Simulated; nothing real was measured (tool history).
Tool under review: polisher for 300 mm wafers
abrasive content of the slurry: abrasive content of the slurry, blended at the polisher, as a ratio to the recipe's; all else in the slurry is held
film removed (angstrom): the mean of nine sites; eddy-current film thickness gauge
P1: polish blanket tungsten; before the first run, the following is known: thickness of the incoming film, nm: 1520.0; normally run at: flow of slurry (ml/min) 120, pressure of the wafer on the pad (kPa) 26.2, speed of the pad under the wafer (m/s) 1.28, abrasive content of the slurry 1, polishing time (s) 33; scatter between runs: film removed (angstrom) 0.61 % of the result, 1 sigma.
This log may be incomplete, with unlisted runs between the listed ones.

| run | hour | flow of slurry (ml/min) | pressure of the wafer on the pad (kPa) | speed of the pad under the wafer (m/s) | abrasive content of the slurry | polishing time (s) | wafers polished on this pad | hours since the slurry nozzle was cleaned | hours since the head pressure was calibrated | hours since the slurry blender was calibrated | hours since the slurry got fresh peroxide | film removed (angstrom) |
|---|---|---|---|---|---|---|---|---|---|---|---|---|
| 1 | 12.8 | 120 | 26.2 | 1.28 | 1 | 33 | 362 | 268.5 | 555.7 | 147.9 | 71.7 | 1667.1 |
| 2 | 22.5 | 120 | 26.2 | 1.28 | 1 | 20 | 497 | 278.2 | 565.4 | 157.6 | 81.4 | 1005.8 |
| 3 | 32.5 | 150 | 26.2 | 1.28 | 1 | 17 | 637 | 288.2 | 575.4 | 167.6 | 91.4 | 889.13 |
| 4 | 41.7 | 120 | 41.4 | 1.28 | 1 | 33 | 765 | 297.4 | 584.6 | 176.8 | 100.6 | 2628.2 |
| 5 | 52.2 | 120 | 26.2 | 0.58 | 1 | 33 | 911 | 307.9 | 595.1 | 187.3 | 111.1 | 760.79 |
| 6 | 60 | 155 | 26.2 | 1.28 | 1 | 33 | 1020 | 315.7 | 602.9 | 195.1 | 118.9 | 1726.7 |
| 7 | 72.7 | 120 | 26.2 | 1.28 | 1 | 33 | 1197 | 328.4 | 615.6 | 207.8 | 131.6 | 1657.7 |
|  | 75.9 | head pressure recalibrated |
|  | 79.1 | slurry nozzle cleaned |
| 8 | 82.9 | 120 | 26.2 | 1.28 | 1.4 | 33 | 1339 | 3.8 | 7 | 218 | 141.8 | 1826.4 |
| 9 | 92 | 120 | 26.2 | 1.28 | 1 | 33 | 1466 | 12.9 | 16.1 | 227.1 | 150.9 | 1667.8 |
| 10 | 103.7 | 120 | 26.2 | 1.28 | 0.5 | 33 | 1629 | 24.6 | 27.8 | 238.8 | 162.6 | 1403.5 |
| 11 | 112.9 | 120 | 26.2 | 1.28 | 1 | 33 | 1757 | 33.8 | 37 | 248 | 171.8 | 1660.9 |
| 12 | 119.2 | 120 | 26.2 | 1.28 | 1 | 33 | 1845 | 40.1 | 43.3 | 254.3 | 178.1 | 1672.4 |
| 13 | 132.1 | 80 | 26.2 | 1.28 | 1 | 33 | 2024 | 53 | 56.2 | 267.2 | 191 | 1505.7 |
| 14 | 144.2 | 120 | 26.2 | 0.98 | 1 | 48 | 2193 | 65.1 | 68.3 | 279.3 | 203.1 | 1856.8 |
| 15 | 151.3 | 120 | 26.2 | 2 | 1 | 33 | 2292 | 72.2 | 75.4 | 286.4 | 210.2 | 2602.7 |
| 16 | 157.3 | 120 | 26.2 | 1.28 | 0.7 | 44 | 2376 | 78.2 | 81.4 | 292.4 | 216.2 | 2048.6 |
| 17 | 169.4 | 120 | 26.2 | 1.28 | 1 | 33 | 2544 | 90.3 | 93.5 | 304.5 | 228.3 | 1654.8 |
| 18 | 175.7 | 120 | 26.2 | 1.28 | 1 | 50 | 2632 | 96.6 | 99.8 | 310.8 | 234.6 | 2489.9 |
| 19 | 182.3 | 120 | 12.4 | 1.28 | 1 | 33 | 2724 | 103.2 | 106.4 | 317.4 | 241.2 | 789.27 |
| 20 | 191 | 120 | 26.2 | 1.28 | 1 | 33 | 2845 | 111.9 | 115.1 | 326.1 | 249.9 | 1666.5 |
| 21 | 202.8 | 120 | 26.2 | 1.28 | 1 | 33 | 3010 | 123.7 | 126.9 | 337.9 | 261.7 | 1659.4 |
| 22 | 210.2 | 120 | 26.2 | 1.28 | 1 | 33 | 3113 | 131.1 | 134.3 | 345.3 | 269.1 | 1619.9 |
| 23 | 217 | 120 | 26.2 | 1.28 | 1 | 33 | 3208 | 137.9 | 141.1 | 352.1 | 275.9 | 1583.1 |
| 24 | 227.3 | 120 | 26.2 | 1.28 | 1 | 33 | 3351 | 148.2 | 151.4 | 362.4 | 286.2 | 1553.6 |
| 25 | 233.9 | 120 | 26.2 | 1.28 | 1 | 33 | 3443 | 154.8 | 158 | 369 | 292.8 | 1522.6 |

Run 26, settings as shown, results not yet in. Your forecast:
| 26 | 245.9 | 120 | 26.2 | 1.28 | 1 | 33 | 3610 | 166.8 | 170 | 381 | 304.8 | ? |

film removed (angstrom): 1511.1
